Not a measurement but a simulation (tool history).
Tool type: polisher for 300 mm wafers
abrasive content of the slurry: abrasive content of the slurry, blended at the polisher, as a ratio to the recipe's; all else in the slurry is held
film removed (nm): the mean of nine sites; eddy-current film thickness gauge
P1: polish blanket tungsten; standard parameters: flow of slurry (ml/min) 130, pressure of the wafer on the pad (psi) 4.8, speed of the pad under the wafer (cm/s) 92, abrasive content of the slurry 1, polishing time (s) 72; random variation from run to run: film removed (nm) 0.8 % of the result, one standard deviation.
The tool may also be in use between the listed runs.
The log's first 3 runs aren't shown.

run,hour,flow of slurry (ml/min),pressure of the wafer on the pad (psi),speed of the pad under the wafer (cm/s),abrasive content of the slurry,polishing time (s),wafers polished on this pad,hours since the slurry nozzle was cleaned,hours since the head pressure was calibrated,hours since the slurry blender was calibrated,hours since the slurry got fresh peroxide,film removed (nm)
4,13,130,4.8,92,1.3,72,241,201.2,236.6,137.7,84.6,517.43
5,18.3,130,4.8,46,1,72,272,206.5,241.9,143,89.9,243.45
6,23.1,80,4.8,92,1,72,300,211.3,246.7,147.8,94.7,432.29
7,27.3,130,4.8,92,1,43,324,215.5,250.9,152,98.9,290.61
8,31.5,130,4.8,92,1,72,348,219.7,255.1,156.2,103.1,484.48
9,34.6,130,4.8,92,0.8,98,366,222.8,258.2,159.3,106.2,624.23
10,40.2,130,4.8,92,1,72,399,228.4,263.8,164.9,111.8,485.45
11,44.1,130,7.2,92,1,72,421,232.3,267.7,168.8,115.7,730.42
12,49,130,4.8,92,1,72,450,237.2,272.6,173.7,120.6,482.82
13,53.9,165,4.8,92,1,72,478,242.1,277.5,178.6,125.5,511.44
14,58.7,130,4.8,92,1,72,506,246.9,282.3,183.4,130.3,486.16
15,63.9,130,4.8,92,1,72,536,252.1,287.5,188.6,135.5,489.77
16,66.8,130,3,92,1,72,553,255,290.4,191.5,138.4,306.1
17,72.3,130,4.8,126,1,72,585,260.5,295.9,197,143.9,659.68
18,76.7,130,4.8,92,0.6,72,610,264.9,300.3,201.4,148.3,428.19
19,80.5,130,4.8,92,1,72,632,268.7,304.1,205.2,152.1,486.73

What does the tool deliver on the next run?
20,85,130,4.8,92,1,72,659,273.2,308.6,209.7,156.6,?

film removed (nm): 482.79

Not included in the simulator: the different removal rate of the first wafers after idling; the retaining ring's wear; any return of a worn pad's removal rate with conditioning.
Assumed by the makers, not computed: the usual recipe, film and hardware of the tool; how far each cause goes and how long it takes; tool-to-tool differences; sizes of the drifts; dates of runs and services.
